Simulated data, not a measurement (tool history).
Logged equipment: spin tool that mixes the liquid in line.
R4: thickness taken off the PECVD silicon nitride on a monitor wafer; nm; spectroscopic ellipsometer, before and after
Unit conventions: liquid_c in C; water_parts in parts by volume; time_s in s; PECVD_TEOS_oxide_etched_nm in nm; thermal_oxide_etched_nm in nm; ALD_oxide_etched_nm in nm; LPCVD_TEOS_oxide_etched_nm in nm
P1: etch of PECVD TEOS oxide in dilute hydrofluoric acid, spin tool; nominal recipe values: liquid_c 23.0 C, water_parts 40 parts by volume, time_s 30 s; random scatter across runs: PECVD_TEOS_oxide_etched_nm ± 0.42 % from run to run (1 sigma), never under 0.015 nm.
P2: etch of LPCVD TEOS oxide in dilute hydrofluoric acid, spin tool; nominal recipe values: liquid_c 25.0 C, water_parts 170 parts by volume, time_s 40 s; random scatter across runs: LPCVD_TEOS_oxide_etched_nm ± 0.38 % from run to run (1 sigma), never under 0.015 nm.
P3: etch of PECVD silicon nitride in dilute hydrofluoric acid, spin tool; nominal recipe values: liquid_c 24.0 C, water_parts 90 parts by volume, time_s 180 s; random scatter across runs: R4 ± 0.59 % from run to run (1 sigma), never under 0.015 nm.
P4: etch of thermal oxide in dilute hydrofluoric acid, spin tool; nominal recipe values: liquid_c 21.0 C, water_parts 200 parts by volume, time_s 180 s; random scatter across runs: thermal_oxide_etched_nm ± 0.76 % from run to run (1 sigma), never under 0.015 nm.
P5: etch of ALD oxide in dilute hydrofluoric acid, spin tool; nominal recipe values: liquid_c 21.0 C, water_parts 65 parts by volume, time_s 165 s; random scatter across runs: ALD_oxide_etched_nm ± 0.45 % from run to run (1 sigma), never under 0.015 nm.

run 1 day=0.121 | process=P1 liquid_c=23.0 water_parts=40 time_s=30 | PECVD_TEOS_oxide_etched_nm=17.8870
run 2 day=0.250 | process=P4 liquid_c=21.0 water_parts=200 time_s=180 | thermal_oxide_etched_nm=3.3825
run 3 day=0.429 | process=P1 liquid_c=23.0 water_parts=40 time_s=30 | PECVD_TEOS_oxide_etched_nm=17.8150
run 4 day=0.679 | process=P5 liquid_c=21.0 water_parts=65 time_s=15 | ALD_oxide_etched_nm=2.0904
run 5 day=0.908 | process=P3 liquid_c=17.0 water_parts=90 time_s=180 | R4=2.1345
run 6 day=1.058 | process=P3 liquid_c=24.0 water_parts=35 time_s=180 | R4=8.7127
run 7 day=1.308 | process=P1 liquid_c=18.5 water_parts=40 time_s=15 | PECVD_TEOS_oxide_etched_nm=7.3545
run 8 day=1.438 | process=P1 liquid_c=23.0 water_parts=40 time_s=30 | PECVD_TEOS_oxide_etched_nm=17.8790
run 9 day=1.683 | process=P1 liquid_c=23.0 water_parts=40 time_s=30 | PECVD_TEOS_oxide_etched_nm=17.9420
run 10 day=1.879 | process=P1 liquid_c=23.0 water_parts=40 time_s=15 | PECVD_TEOS_oxide_etched_nm=9.0198
run 11 day=1.992 | process=P2 liquid_c=19.0 water_parts=170 time_s=40 | LPCVD_TEOS_oxide_etched_nm=10.3180
run 12 day=2.117 | process=P5 liquid_c=21.0 water_parts=65 time_s=165 | ALD_oxide_etched_nm=22.9000
run 13 day=2.279 | process=P1 liquid_c=23.0 water_parts=60 time_s=30 | PECVD_TEOS_oxide_etched_nm=11.6640
run 14 day=2.429 | process=P2 liquid_c=25.0 water_parts=170 time_s=40 | LPCVD_TEOS_oxide_etched_nm=12.9310
run 15 day=2.558 | process=P5 liquid_c=21.0 water_parts=65 time_s=165 | ALD_oxide_etched_nm=22.8840
run 16 day=2.804 | process=P3 liquid_c=24.0 water_parts=90 time_s=180 | R4=3.4755
run 17 day=3.000 | process=P3 liquid_c=24.0 water_parts=90 time_s=15 | R4=0.2723
run 18 day=3.158 | process=P5 liquid_c=21.0 water_parts=115 time_s=165 | ALD_oxide_etched_nm=12.2250
run 19 day=3.350 | process=P1 liquid_c=23.0 water_parts=40 time_s=30 | PECVD_TEOS_oxide_etched_nm=17.9140
run 20 day=3.525 | process=P4 liquid_c=21.0 water_parts=200 time_s=180 | thermal_oxide_etched_nm=3.3328
run 21 day=3.746 | process=P4 liquid_c=21.0 water_parts=70 time_s=180 | thermal_oxide_etched_nm=11.2270
run 22 day=3.867 | process=P1 liquid_c=23.0 water_parts=40 time_s=60 | PECVD_TEOS_oxide_etched_nm=36.0140
run 23 day=4.083 | process=P1 liquid_c=23.0 water_parts=40 time_s=30 | PECVD_TEOS_oxide_etched_nm=17.8720
run 24 day=4.242 | process=P1 liquid_c=23.0 water_parts=25 time_s=30 | PECVD_TEOS_oxide_etched_nm=29.1220
run 25 day=4.425 | process=P1 liquid_c=23.0 water_parts=40 time_s=30 | PECVD_TEOS_oxide_etched_nm=17.9050
run 26 day=4.596 | process=P4 liquid_c=21.0 water_parts=200 time_s=55 | thermal_oxide_etched_nm=1.0202
run 27 day=4.771 | process=P1 liquid_c=31.0 water_parts=40 time_s=30 | PECVD_TEOS_oxide_etched_nm=25.0260
run 28 day=4.992 | process=P5 liquid_c=28.5 water_parts=65 time_s=165 | ALD_oxide_etched_nm=31.0680
run 29 day=5.188 | process=P4 liquid_c=25.5 water_parts=200 time_s=180 | thermal_oxide_etched_nm=3.9720
run 30 day=5.375 | process=P2 liquid_c=25.0 water_parts=65 time_s=40 | LPCVD_TEOS_oxide_etched_nm=38.4370
run 31 day=5.550 | process=P2 liquid_c=25.0 water_parts=170 time_s=40 | LPCVD_TEOS_oxide_etched_nm=12.9630
run 32 day=5.708 | process=P2 liquid_c=25.0 water_parts=170 time_s=15 | LPCVD_TEOS_oxide_etched_nm=4.8751
run 33 day=5.954 | process=P1 liquid_c=19.0 water_parts=40 time_s=30 | PECVD_TEOS_oxide_etched_nm=15.1220
run 34 day=6.121 | process=P1 liquid_c=23.0 water_parts=40 time_s=30 | PECVD_TEOS_oxide_etched_nm=17.8580
run 35 day=6.350 | process=P1 liquid_c=23.0 water_parts=40 time_s=30 | PECVD_TEOS_oxide_etched_nm=18.6040
run 36 day=6.504 | process=P1 liquid_c=23.0 water_parts=40 time_s=30 | PECVD_TEOS_oxide_etched_nm=18.8980
run 37 day=6.712 | process=P1 liquid_c=23.0 water_parts=40 time_s=30 | PECVD_TEOS_oxide_etched_nm=18.8710
run 38 day=6.829 | process=P1 liquid_c=23.0 water_parts=40 time_s=30 | PECVD_TEOS_oxide_etched_nm=18.9090

Run 39 comes next. What will it give?
run 39 day=6.979 | process=P1 liquid_c=23.0 water_parts=40 time_s=30 | PECVD_TEOS_oxide_etched_nm=?

PECVD_TEOS_oxide_etched_nm: 19.2580 nm
